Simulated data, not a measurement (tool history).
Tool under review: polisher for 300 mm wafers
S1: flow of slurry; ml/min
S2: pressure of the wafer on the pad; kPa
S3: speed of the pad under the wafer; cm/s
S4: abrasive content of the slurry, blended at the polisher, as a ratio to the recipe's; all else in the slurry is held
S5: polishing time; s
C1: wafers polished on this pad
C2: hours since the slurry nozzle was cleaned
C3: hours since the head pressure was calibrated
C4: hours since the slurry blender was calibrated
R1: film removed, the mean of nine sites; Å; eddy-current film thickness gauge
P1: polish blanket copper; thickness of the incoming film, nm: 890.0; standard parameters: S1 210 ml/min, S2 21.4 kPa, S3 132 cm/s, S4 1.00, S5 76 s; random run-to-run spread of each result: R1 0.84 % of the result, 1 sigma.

{"run": 1, "hour": 12.9, "S1": 210, "S2": 21.4, "S3": 132, "S4": 1.0, "S5": 76, "C1": 1156, "C2": 234.7, "C3": 575.8, "C4": 64.6, "R1": 3232.2}
{"run": 2, "hour": 28.7, "S1": 210, "S2": 21.4, "S3": 132, "S4": 1.0, "S5": 34, "C1": 1362, "C2": 250.5, "C3": 591.6, "C4": 80.4, "R1": 1440.3}
{"run": 3, "hour": 42.5, "S1": 210, "S2": 9.7, "S3": 132, "S4": 1.0, "S5": 76, "C1": 1541, "C2": 264.3, "C3": 605.4, "C4": 94.2, "R1": 1468.4}
{"run": 4, "hour": 59.8, "S1": 210, "S2": 21.4, "S3": 132, "S4": 1.0, "S5": 76, "C1": 1766, "C2": 281.6, "C3": 622.7, "C4": 111.5, "R1": 3221.4}
{"run": 5, "hour": 70.4, "S1": 210, "S2": 21.4, "S3": 132, "S4": 1.0, "S5": 76, "C1": 1904, "C2": 292.2, "C3": 633.3, "C4": 122.1, "R1": 3222.6}
{"run": 6, "hour": 80.7, "S1": 125, "S2": 21.4, "S3": 132, "S4": 1.0, "S5": 76, "C1": 2038, "C2": 302.5, "C3": 643.6, "C4": 132.4, "R1": 2950.0}
{"run": 7, "hour": 93.0, "S1": 210, "S2": 33.1, "S3": 132, "S4": 1.0, "S5": 76, "C1": 2198, "C2": 314.8, "C3": 655.9, "C4": 144.7, "R1": 4978.4}
{"run": 8, "hour": 105.2, "S1": 210, "S2": 21.4, "S3": 132, "S4": 1.0, "S5": 76, "C1": 2356, "C2": 327.0, "C3": 668.1, "C4": 156.9, "R1": 3272.8}
{"hour": 111.8, "done": "worn pad replaced by a new one"}
{"run": 9, "hour": 117.6, "S1": 280, "S2": 21.4, "S3": 132, "S4": 1.0, "S5": 76, "C1": 75, "C2": 339.4, "C3": 680.5, "C4": 169.3, "R1": 3289.1}
{"run": 10, "hour": 130.5, "S1": 210, "S2": 21.4, "S3": 132, "S4": 1.3, "S5": 76, "C1": 243, "C2": 352.3, "C3": 693.4, "C4": 182.2, "R1": 3408.6}
{"run": 11, "hour": 138.9, "S1": 210, "S2": 21.4, "S3": 76, "S4": 1.0, "S5": 115, "C1": 352, "C2": 360.7, "C3": 701.8, "C4": 190.6, "R1": 2777.9}
{"run": 12, "hour": 151.9, "S1": 210, "S2": 31.7, "S3": 98, "S4": 1.0, "S5": 76, "C1": 521, "C2": 373.7, "C3": 714.8, "C4": 203.6, "R1": 3612.8}
{"hour": 152.4, "done": "head pressure recalibrated"}
{"run": 13, "hour": 160.8, "S1": 210, "S2": 21.4, "S3": 132, "S4": 1.0, "S5": 76, "C1": 637, "C2": 382.6, "C3": 8.5, "C4": 212.5, "R1": 3213.7}
{"run": 14, "hour": 175.1, "S1": 210, "S2": 21.4, "S3": 60, "S4": 1.0, "S5": 76, "C1": 822, "C2": 396.9, "C3": 22.8, "C4": 226.8, "R1": 1453.2}
{"run": 15, "hour": 184.3, "S1": 210, "S2": 21.4, "S3": 132, "S4": 1.0, "S5": 120, "C1": 942, "C2": 406.1, "C3": 32.0, "C4": 236.0, "R1": 5096.5}
{"run": 16, "hour": 200.0, "S1": 210, "S2": 21.4, "S3": 198, "S4": 1.0, "S5": 76, "C1": 1146, "C2": 421.8, "C3": 47.7, "C4": 251.7, "R1": 4822.9}
{"run": 17, "hour": 217.0, "S1": 210, "S2": 21.4, "S3": 132, "S4": 0.75, "S5": 76, "C1": 1367, "C2": 438.8, "C3": 64.7, "C4": 268.7, "R1": 3047.1}
{"run": 18, "hour": 225.2, "S1": 210, "S2": 21.4, "S3": 132, "S4": 1.0, "S5": 76, "C1": 1474, "C2": 447.0, "C3": 72.9, "C4": 276.9, "R1": 3236.2}
{"run": 19, "hour": 241.3, "S1": 210, "S2": 21.4, "S3": 132, "S4": 1.0, "S5": 76, "C1": 1683, "C2": 463.1, "C3": 89.0, "C4": 293.0, "R1": 3165.2}
{"run": 20, "hour": 250.5, "S1": 210, "S2": 21.4, "S3": 132, "S4": 1.0, "S5": 76, "C1": 1802, "C2": 472.3, "C3": 98.2, "C4": 302.2, "R1": 3121.1}
{"run": 21, "hour": 258.7, "S1": 210, "S2": 21.4, "S3": 132, "S4": 1.0, "S5": 76, "C1": 1909, "C2": 480.5, "C3": 106.4, "C4": 310.4, "R1": 3095.4}
{"run": 22, "hour": 271.5, "S1": 210, "S2": 21.4, "S3": 132, "S4": 1.0, "S5": 76, "C1": 2075, "C2": 493.3, "C3": 119.2, "C4": 323.2, "R1": 3089.3}
{"run": 23, "hour": 288.7, "S1": 210, "S2": 21.4, "S3": 132, "S4": 1.0, "S5": 76, "C1": 2299, "C2": 510.5, "C3": 136.4, "C4": 340.4, "R1": 3092.6}
{"hour": 294.5, "done": "head pressure recalibrated"}
{"hour": 297.0, "done": "worn pad replaced by a new one"}
{"run": 24, "hour": 297.7, "S1": 210, "S2": 21.4, "S3": 132, "S4": 1.0, "S5": 76, "C1": 10, "C2": 519.5, "C3": 3.3, "C4": 349.4, "R1": 3065.1}
{"run": 25, "hour": 312.1, "S1": 210, "S2": 21.4, "S3": 132, "S4": 1.0, "S5": 76, "C1": 197, "C2": 533.9, "C3": 17.7, "C4": 363.8, "R1": 3053.4}
{"run": 26, "hour": 319.7, "S1": 210, "S2": 21.4, "S3": 132, "S4": 1.0, "S5": 76, "C1": 296, "C2": 541.5, "C3": 25.3, "C4": 371.4, "R1": 3057.4}
{"run": 27, "hour": 335.2, "S1": 210, "S2": 21.4, "S3": 132, "S4": 1.0, "S5": 76, "C1": 497, "C2": 557.0, "C3": 40.8, "C4": 386.9, "R1": 3041.4}
{"run": 28, "hour": 344.8, "S1": 210, "S2": 21.4, "S3": 132, "S4": 1.0, "S5": 76, "C1": 622, "C2": 566.6, "C3": 50.4, "C4": 396.5, "R1": 3055.6}
{"run": 29, "hour": 360.3, "S1": 210, "S2": 21.4, "S3": 132, "S4": 1.0, "S5": 76, "C1": 823, "C2": 582.1, "C3": 65.9, "C4": 412.0, "R1": 3091.6}

The log shows P1 creeping away from where it was. Any of the 2 causes listed here, at the size stated for it, fits the log just as well as the others:
A: abrasive missing from the slurry, % = 23.7
B: slurry flow missing at the pad, % = 31.5
Creep in the process output first set in at about hour 225.2.
The rest of the possible causes, and what rules out each one:
removal rate lost through wear of the pad, %: its service at hour 297.0 followed the start of the drift and did not put the process back to its old value
head's pressure below its setpoint, %: its service at hour 294.5 followed the start of the drift and did not put the process back to its old value

Which of the 4 check runs listed below, each an average over 5 wafers with its results shown as question marks, gives clearly different results under the different listed causes?
{"run": "check 1", "hour": 375.8, "S1": 135, "S2": 21.4, "S3": 132, "S4": 1.0, "S5": 76, "R1": "?"}
{"run": "check 2", "hour": 375.8, "S1": 210, "S2": 21.4, "S3": 102, "S4": 1.0, "S5": 59, "R1": "?"}
{"run": "check 3", "hour": 375.8, "S1": 210, "S2": 15.9, "S3": 132, "S4": 1.0, "S5": 76, "R1": "?"}
{"run": "check 4", "hour": 375.8, "S1": 210, "S2": 21.4, "S3": 132, "S4": 1.15, "S5": 76, "R1": "?"}

What every check run would give for each of its results, assuming each possible cause in turn:
check=check_1 result=R1 if_A=2845.8 if_B=2766.0
check=check_2 result=R1 if_A=1828.8 if_B=1828.6
check=check_3 result=R1 if_A=2261.8 if_B=2261.6
check=check_4 result=R1 if_A=3139.0 if_B=3141.8
How far apart the two closest causes lie, in the result that separates them most: check 1 2.85 %; check 2 0.01 %; check 3 0.01 %; check 4 0.09 %
Check 1 distinguishes between the causes, while the remaining checks would return nearly the same result for all of them.

The results of check 1 are: R1 2856.7 Å. Based on these, which of the listed causes is it?

Of the candidate causes, it is A: abrasive missing from the slurry, %.

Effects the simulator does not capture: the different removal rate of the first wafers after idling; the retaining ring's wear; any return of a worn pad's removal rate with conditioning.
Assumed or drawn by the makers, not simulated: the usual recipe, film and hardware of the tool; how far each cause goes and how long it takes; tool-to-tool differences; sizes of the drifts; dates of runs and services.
